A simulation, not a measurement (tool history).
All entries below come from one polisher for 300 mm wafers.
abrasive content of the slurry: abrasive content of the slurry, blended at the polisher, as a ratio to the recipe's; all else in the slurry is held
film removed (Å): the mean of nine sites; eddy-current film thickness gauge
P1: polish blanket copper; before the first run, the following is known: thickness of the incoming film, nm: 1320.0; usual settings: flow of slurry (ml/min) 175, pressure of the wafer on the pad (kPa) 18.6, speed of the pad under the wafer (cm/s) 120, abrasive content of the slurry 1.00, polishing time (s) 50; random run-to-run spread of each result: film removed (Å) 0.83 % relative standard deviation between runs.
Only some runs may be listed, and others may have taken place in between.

| run | hour | flow of slurry (ml/min) | pressure of the wafer on the pad (kPa) | speed of the pad under the wafer (cm/s) | abrasive content of the slurry | polishing time (s) | film removed (Å) |
|---|---|---|---|---|---|---|---|
| 1 | 7.0 | 175 | 18.6 | 120 | 1.00 | 50 | 1443.40 |
| 2 | 14.2 | 275 | 18.6 | 120 | 1.00 | 50 | 1515.90 |
| 3 | 26.0 | 175 | 18.6 | 120 | 1.00 | 50 | 1438.10 |
| 4 | 35.0 | 175 | 24.8 | 120 | 1.00 | 50 | 1923.60 |
| 5 | 44.5 | 175 | 18.6 | 120 | 1.00 | 50 | 1423.90 |
| 6 | 57.1 | 175 | 18.6 | 120 | 0.75 | 50 | 1348.00 |
| 7 | 71.4 | 175 | 18.6 | 120 | 1.00 | 28 | 806.81 |
| 8 | 79.3 | 105 | 12.4 | 120 | 1.00 | 50 | 875.44 |
| 9 | 94.3 | 175 | 18.6 | 54 | 1.00 | 50 | 651.83 |
| 10 | 107.4 | 175 | 18.6 | 120 | 1.00 | 50 | 1436.30 |
| 11 | 120.7 | 175 | 18.6 | 120 | 1.00 | 50 | 1446.70 |
| 12 | 128.4 | 175 | 18.6 | 120 | 1.00 | 80 | 2308.70 |
| 13 | 136.4 | 175 | 8.3 | 120 | 1.00 | 50 | 630.60 |
| 14 | 147.8 | 175 | 18.6 | 120 | 1.00 | 50 | 1463.30 |
| 15 | 161.1 | 175 | 18.6 | 120 | 1.00 | 50 | 1427.00 |
| 16 | 177.1 | 175 | 18.6 | 120 | 1.25 | 50 | 1513.60 |
| 17 | 187.2 | 175 | 18.6 | 156 | 1.00 | 50 | 1881.70 |
| 18 | 199.2 | 105 | 18.6 | 120 | 1.00 | 50 | 1316.00 |
| 19 | 212.1 | 175 | 18.6 | 120 | 1.00 | 50 | 1428.70 |
| 20 | 224.2 | 175 | 18.6 | 120 | 1.00 | 50 | 1406.70 |
| 21 | 236.0 | 175 | 18.6 | 120 | 1.00 | 50 | 1383.70 |
| 22 | 243.0 | 175 | 18.6 | 120 | 1.00 | 50 | 1382.50 |
| 23 | 258.2 | 175 | 18.6 | 120 | 1.00 | 50 | 1396.10 |
| 24 | 268.7 | 175 | 18.6 | 120 | 1.00 | 50 | 1374.20 |
|  | 272.8 | worn pad replaced by a new one |
| 25 | 277.0 | 175 | 18.6 | 120 | 1.00 | 50 | 1370.60 |
|  | 282.0 | head pressure recalibrated |
| 26 | 290.3 | 175 | 18.6 | 120 | 1.00 | 50 | 1359.40 |
| 27 | 305.3 | 175 | 18.6 | 120 | 1.00 | 50 | 1371.60 |
| 28 | 317.3 | 175 | 18.6 | 120 | 1.00 | 50 | 1338.90 |

Compared with where it was, what P1 gives has crept away. Each cause listed below fits the log as well as the rest, at the size given for it:
A: abrasive missing from the slurry, % = 22.7
B: slurry flow missing at the pad, % = 26.9
Onset of the creep was near hour 212.1.
The rest of the possible causes, and what rules out each one:
removal rate lost through wear of the pad, %: serviced at hour 272.8, after the change had begun; the process did not return to its earlier output
head's pressure below its setpoint, %: serviced at hour 282.0, after the change had begun; the process did not return to its earlier output

Which of the check runs below tells the causes apart, meaning the causes would give it clearly different results? Each run uses 5 wafers whose results are averaged, and each result is shown as a question mark.
| check 1 | 329.3 | 175 | 12.4 | 120 | 1.00 | 50 | ? |
| check 2 | 329.3 | 175 | 18.6 | 78 | 1.00 | 50 | ? |
| check 3 | 329.3 | 175 | 18.6 | 92 | 0.75 | 50 | ? |
| check 4 | 329.3 | 110 | 18.6 | 120 | 1.00 | 50 | ? |

How each check would come out, cause by cause:
| check | result | if A | if B |
|---|---|---|---|
| check 1 | film removed (Å) | 907.84 | 907.80 |
| check 2 | film removed (Å) | 885.14 | 885.10 |
| check 3 | film removed (Å) | 984.55 | 982.60 |
| check 4 | film removed (Å) | 1248.70 | 1213.90 |
Smallest distance between any two causes, each pair judged by its most separating result, in per cent: check 1 0 %; check 2 0 %; check 3 0.2 %; check 4 2.83 %
Only in check 4 would the causes give clearly different results; in the remaining checks their results would be nearly the same.

With check 4 done, the readings were: film removed (Å) 1211.80. Identify which of the listed causes applies.

The correct cause is B, namely: slurry flow missing at the pad, %.
